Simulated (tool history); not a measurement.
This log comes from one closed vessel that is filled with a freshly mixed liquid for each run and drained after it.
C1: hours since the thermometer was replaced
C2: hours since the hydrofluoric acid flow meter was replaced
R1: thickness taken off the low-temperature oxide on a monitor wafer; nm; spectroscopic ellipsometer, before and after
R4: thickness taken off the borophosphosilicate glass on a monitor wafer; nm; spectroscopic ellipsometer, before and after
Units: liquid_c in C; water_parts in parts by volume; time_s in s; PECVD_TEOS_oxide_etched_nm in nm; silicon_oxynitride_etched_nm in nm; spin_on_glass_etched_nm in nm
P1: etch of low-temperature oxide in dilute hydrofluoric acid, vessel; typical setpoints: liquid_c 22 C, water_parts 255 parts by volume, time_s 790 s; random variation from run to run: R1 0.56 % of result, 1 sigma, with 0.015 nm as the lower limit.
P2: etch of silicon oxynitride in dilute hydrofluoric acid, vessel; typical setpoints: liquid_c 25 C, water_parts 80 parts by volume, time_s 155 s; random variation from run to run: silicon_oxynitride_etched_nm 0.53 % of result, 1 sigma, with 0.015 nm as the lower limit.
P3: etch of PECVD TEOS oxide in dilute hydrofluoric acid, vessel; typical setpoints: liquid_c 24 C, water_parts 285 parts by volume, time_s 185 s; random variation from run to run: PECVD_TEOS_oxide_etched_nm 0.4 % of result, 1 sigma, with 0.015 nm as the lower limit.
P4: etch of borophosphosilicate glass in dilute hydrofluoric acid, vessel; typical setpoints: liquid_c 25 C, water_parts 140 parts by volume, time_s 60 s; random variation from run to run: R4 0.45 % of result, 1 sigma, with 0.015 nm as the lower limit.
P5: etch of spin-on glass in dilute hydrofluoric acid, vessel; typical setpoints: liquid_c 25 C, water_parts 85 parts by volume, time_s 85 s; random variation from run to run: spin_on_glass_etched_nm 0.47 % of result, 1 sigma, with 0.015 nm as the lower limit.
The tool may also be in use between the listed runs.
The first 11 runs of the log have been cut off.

{"run": 12, "hour": 149.0, "process": "P1", "liquid_c": 22, "water_parts": 40, "time_s": 790, "C1": 20.1, "C2": 541.7, "R1": 466.66}
{"run": 13, "hour": 162.5, "process": "P3", "liquid_c": 24, "water_parts": 55, "time_s": 185, "C1": 33.6, "C2": 555.2, "PECVD_TEOS_oxide_etched_nm": 66.458}
{"run": 14, "hour": 175.4, "process": "P5", "liquid_c": 25, "water_parts": 85, "time_s": 155, "C1": 46.5, "C2": 568.1, "spin_on_glass_etched_nm": 72.539}
{"run": 15, "hour": 183.1, "process": "P1", "liquid_c": 25.5, "water_parts": 255, "time_s": 135, "C1": 54.2, "C2": 575.8, "R1": 11.023}
{"run": 16, "hour": 199.0, "process": "P1", "liquid_c": 22, "water_parts": 255, "time_s": 790, "C1": 70.1, "C2": 591.7, "R1": 56.458}
{"run": 17, "hour": 213.6, "process": "P4", "liquid_c": 25, "water_parts": 140, "time_s": 60, "C1": 84.7, "C2": 606.3, "R4": 20.955}
{"run": 18, "hour": 226.5, "process": "P1", "liquid_c": 22, "water_parts": 470, "time_s": 790, "C1": 97.6, "C2": 619.2, "R1": 25.757}
{"run": 19, "hour": 240.0, "process": "P4", "liquid_c": 25, "water_parts": 140, "time_s": 30, "C1": 111.1, "C2": 632.7, "R4": 10.558}
{"run": 20, "hour": 251.8, "process": "P2", "liquid_c": 33, "water_parts": 80, "time_s": 155, "C1": 122.9, "C2": 644.5, "silicon_oxynitride_etched_nm": 14.467}
{"run": 21, "hour": 264.3, "process": "P2", "liquid_c": 25, "water_parts": 80, "time_s": 30, "C1": 135.4, "C2": 657, "silicon_oxynitride_etched_nm": 1.9321}
{"run": 22, "hour": 275.0, "process": "P3", "liquid_c": 24, "water_parts": 285, "time_s": 185, "C1": 146.1, "C2": 667.7, "PECVD_TEOS_oxide_etched_nm": 9.9478}
{"run": 23, "hour": 283.6, "process": "P1", "liquid_c": 22, "water_parts": 255, "time_s": 790, "C1": 154.7, "C2": 676.3, "R1": 57.042}
{"run": 24, "hour": 299.2, "process": "P5", "liquid_c": 25, "water_parts": 150, "time_s": 85, "C1": 170.3, "C2": 691.9, "spin_on_glass_etched_nm": 20.899}
{"run": 25, "hour": 311.9, "process": "P1", "liquid_c": 22, "water_parts": 255, "time_s": 790, "C1": 183, "C2": 704.6, "R1": 57.025}
{"run": 26, "hour": 321.8, "process": "P1", "liquid_c": 27.5, "water_parts": 255, "time_s": 1265, "C1": 192.9, "C2": 714.5, "R1": 112.53}
{"run": 27, "hour": 332.3, "process": "P1", "liquid_c": 27.5, "water_parts": 255, "time_s": 790, "C1": 203.4, "C2": 725, "R1": 69.382}
{"run": 28, "hour": 346.8, "process": "P5", "liquid_c": 32, "water_parts": 85, "time_s": 85, "C1": 217.9, "C2": 739.5, "spin_on_glass_etched_nm": 52.702}
{"run": 29, "hour": 355.0, "process": "P1", "liquid_c": 22, "water_parts": 255, "time_s": 790, "C1": 226.1, "C2": 747.7, "R1": 57.528}
{"run": 30, "hour": 367.3, "process": "P1", "liquid_c": 17, "water_parts": 255, "time_s": 790, "C1": 238.4, "C2": 760, "R1": 47.364}
{"run": 31, "hour": 376.2, "process": "P5", "liquid_c": 25, "water_parts": 85, "time_s": 85, "C1": 247.3, "C2": 768.9, "spin_on_glass_etched_nm": 40.104}
{"run": 32, "hour": 384.9, "process": "P1", "liquid_c": 22, "water_parts": 255, "time_s": 790, "C1": 256, "C2": 777.6, "R1": 57.099}

Forecast run 33:
{"run": 33, "hour": 392.5, "process": "P1", "liquid_c": 22, "water_parts": 255, "time_s": 790, "C1": 263.6, "C2": 785.2, "R1": "?"}

Run 33 yielded R1 58.015 nm.
